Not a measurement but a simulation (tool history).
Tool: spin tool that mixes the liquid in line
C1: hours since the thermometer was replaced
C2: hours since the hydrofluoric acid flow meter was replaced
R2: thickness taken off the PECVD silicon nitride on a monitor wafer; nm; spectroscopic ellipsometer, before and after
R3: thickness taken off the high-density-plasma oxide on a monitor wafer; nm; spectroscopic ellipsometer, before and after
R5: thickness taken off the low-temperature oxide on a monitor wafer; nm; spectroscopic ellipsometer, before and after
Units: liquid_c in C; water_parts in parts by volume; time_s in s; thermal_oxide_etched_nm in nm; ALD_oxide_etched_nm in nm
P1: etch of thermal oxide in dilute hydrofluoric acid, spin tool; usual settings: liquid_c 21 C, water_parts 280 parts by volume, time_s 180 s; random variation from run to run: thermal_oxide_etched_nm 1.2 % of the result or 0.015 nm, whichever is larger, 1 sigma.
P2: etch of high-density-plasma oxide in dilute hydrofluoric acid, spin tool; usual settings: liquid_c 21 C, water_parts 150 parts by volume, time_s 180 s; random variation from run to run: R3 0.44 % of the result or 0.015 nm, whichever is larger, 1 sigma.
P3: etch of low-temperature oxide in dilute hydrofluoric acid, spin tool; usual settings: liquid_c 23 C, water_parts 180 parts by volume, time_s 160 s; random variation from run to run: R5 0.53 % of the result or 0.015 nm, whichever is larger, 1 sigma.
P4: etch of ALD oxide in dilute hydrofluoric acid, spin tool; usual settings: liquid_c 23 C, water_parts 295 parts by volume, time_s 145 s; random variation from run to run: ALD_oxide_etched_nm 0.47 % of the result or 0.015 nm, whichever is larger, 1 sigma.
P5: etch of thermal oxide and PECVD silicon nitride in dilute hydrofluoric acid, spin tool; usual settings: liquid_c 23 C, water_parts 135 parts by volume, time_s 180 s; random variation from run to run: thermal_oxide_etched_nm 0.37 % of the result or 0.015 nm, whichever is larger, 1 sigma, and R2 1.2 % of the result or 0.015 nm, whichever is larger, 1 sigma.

{"run": 1, "hour": 11.5, "process": "P1", "liquid_c": 21, "water_parts": 280, "time_s": 180, "C1": 408.9, "C2": 593, "thermal_oxide_etched_nm": 2.2052}
{"run": 2, "hour": 20.5, "process": "P5", "liquid_c": 23, "water_parts": 75, "time_s": 180, "C1": 417.9, "C2": 602, "thermal_oxide_etched_nm": 11.342, "R2": 3.945}
{"run": 3, "hour": 29.9, "process": "P2", "liquid_c": 17, "water_parts": 150, "time_s": 180, "C1": 427.3, "C2": 611.4, "R3": 5.345}
{"run": 4, "hour": 38.9, "process": "P1", "liquid_c": 21, "water_parts": 280, "time_s": 180, "C1": 436.3, "C2": 620.4, "thermal_oxide_etched_nm": 2.186}
{"run": 5, "hour": 49.2, "process": "P1", "liquid_c": 21, "water_parts": 280, "time_s": 65, "C1": 446.6, "C2": 630.7, "thermal_oxide_etched_nm": 0.82446}
{"run": 6, "hour": 55.7, "process": "P2", "liquid_c": 21, "water_parts": 150, "time_s": 180, "C1": 453.1, "C2": 637.2, "R3": 6.2378}
{"run": 7, "hour": 65.2, "process": "P2", "liquid_c": 21, "water_parts": 150, "time_s": 85, "C1": 462.6, "C2": 646.7, "R3": 2.9738}
{"run": 8, "hour": 73.8, "process": "P5", "liquid_c": 23, "water_parts": 135, "time_s": 180, "C1": 471.2, "C2": 655.3, "thermal_oxide_etched_nm": 5.8676, "R2": 2.1733}
{"run": 9, "hour": 80.0, "process": "P4", "liquid_c": 17, "water_parts": 295, "time_s": 145, "C1": 477.4, "C2": 661.5, "ALD_oxide_etched_nm": 5.2982}
{"run": 10, "hour": 85.8, "process": "P1", "liquid_c": 26.5, "water_parts": 280, "time_s": 180, "C1": 483.2, "C2": 667.3, "thermal_oxide_etched_nm": 2.6924}
{"run": 11, "hour": 94.4, "process": "P1", "liquid_c": 21, "water_parts": 280, "time_s": 180, "C1": 491.8, "C2": 675.9, "thermal_oxide_etched_nm": 2.1975}
{"hour": 100.0, "done": "hydrofluoric acid flow meter replaced"}
{"run": 12, "hour": 105.8, "process": "P1", "liquid_c": 21, "water_parts": 440, "time_s": 180, "C1": 503.2, "C2": 5.9, "thermal_oxide_etched_nm": 1.2357}
{"run": 13, "hour": 118.3, "process": "P1", "liquid_c": 17, "water_parts": 420, "time_s": 180, "C1": 515.7, "C2": 18.4, "thermal_oxide_etched_nm": 1.1522}
{"run": 14, "hour": 125.5, "process": "P5", "liquid_c": 23, "water_parts": 135, "time_s": 35, "C1": 522.9, "C2": 25.6, "thermal_oxide_etched_nm": 1.1624, "R2": 0.43976}
{"run": 15, "hour": 133.7, "process": "P4", "liquid_c": 23, "water_parts": 160, "time_s": 145, "C1": 531.1, "C2": 33.8, "ALD_oxide_etched_nm": 14.252}
{"run": 16, "hour": 142.3, "process": "P1", "liquid_c": 17, "water_parts": 280, "time_s": 180, "C1": 539.7, "C2": 42.4, "thermal_oxide_etched_nm": 1.832}
{"run": 17, "hour": 150.2, "process": "P1", "liquid_c": 21, "water_parts": 280, "time_s": 180, "C1": 547.6, "C2": 50.3, "thermal_oxide_etched_nm": 2.2473}
{"run": 18, "hour": 162.8, "process": "P1", "liquid_c": 21, "water_parts": 280, "time_s": 180, "C1": 560.2, "C2": 62.9, "thermal_oxide_etched_nm": 2.2476}
{"run": 19, "hour": 169.6, "process": "P2", "liquid_c": 21, "water_parts": 275, "time_s": 180, "C1": 567, "C2": 69.7, "R3": 3.0574}
{"run": 20, "hour": 178.9, "process": "P1", "liquid_c": 21, "water_parts": 105, "time_s": 180, "C1": 576.3, "C2": 79, "thermal_oxide_etched_nm": 7.076}
{"run": 21, "hour": 184.5, "process": "P2", "liquid_c": 21, "water_parts": 150, "time_s": 180, "C1": 581.9, "C2": 84.6, "R3": 6.2777}
{"run": 22, "hour": 194.6, "process": "P3", "liquid_c": 23, "water_parts": 180, "time_s": 160, "C1": 592, "C2": 94.7, "R5": 12.903}
{"run": 23, "hour": 204.8, "process": "P5", "liquid_c": 18, "water_parts": 135, "time_s": 180, "C1": 602.2, "C2": 104.9, "thermal_oxide_etched_nm": 4.7997, "R2": 1.5627}
{"run": 24, "hour": 212.7, "process": "P3", "liquid_c": 23, "water_parts": 180, "time_s": 15, "C1": 610.1, "C2": 112.8, "R5": 1.2047}
{"run": 25, "hour": 222.9, "process": "P1", "liquid_c": 21, "water_parts": 280, "time_s": 180, "C1": 620.3, "C2": 123, "thermal_oxide_etched_nm": 2.188}
{"run": 26, "hour": 234.1, "process": "P3", "liquid_c": 23, "water_parts": 265, "time_s": 160, "C1": 631.5, "C2": 134.2, "R5": 8.1437}
{"run": 27, "hour": 240.5, "process": "P4", "liquid_c": 23, "water_parts": 295, "time_s": 45, "C1": 637.9, "C2": 140.6, "ALD_oxide_etched_nm": 2.0615}
{"run": 28, "hour": 246.7, "process": "P1", "liquid_c": 21, "water_parts": 280, "time_s": 260, "C1": 644.1, "C2": 146.8, "thermal_oxide_etched_nm": 3.1581}
{"run": 29, "hour": 257.7, "process": "P3", "liquid_c": 18, "water_parts": 180, "time_s": 160, "C1": 655.1, "C2": 157.8, "R5": 10.628}
{"run": 30, "hour": 269.0, "process": "P4", "liquid_c": 23, "water_parts": 295, "time_s": 145, "C1": 666.4, "C2": 169.1, "ALD_oxide_etched_nm": 6.6587}
{"run": 31, "hour": 278.3, "process": "P1", "liquid_c": 21, "water_parts": 280, "time_s": 180, "C1": 675.7, "C2": 178.4, "thermal_oxide_etched_nm": 2.1735}
{"run": 32, "hour": 290.3, "process": "P1", "liquid_c": 21, "water_parts": 280, "time_s": 180, "C1": 687.7, "C2": 190.4, "thermal_oxide_etched_nm": 2.301}
{"run": 33, "hour": 296.4, "process": "P1", "liquid_c": 21, "water_parts": 280, "time_s": 180, "C1": 693.8, "C2": 196.5, "thermal_oxide_etched_nm": 2.3101}
{"run": 34, "hour": 302.6, "process": "P1", "liquid_c": 21, "water_parts": 280, "time_s": 180, "C1": 700, "C2": 202.7, "thermal_oxide_etched_nm": 2.3492}
{"run": 35, "hour": 314.7, "process": "P1", "liquid_c": 21, "water_parts": 280, "time_s": 180, "C1": 712.1, "C2": 214.8, "thermal_oxide_etched_nm": 2.3402}

The next listed run, before its measurement:
{"run": 36, "hour": 320.7, "process": "P1", "liquid_c": 21, "water_parts": 280, "time_s": 180, "C1": 718.1, "C2": 220.8, "thermal_oxide_etched_nm": "?"}

thermal_oxide_etched_nm: 2.3675 nm
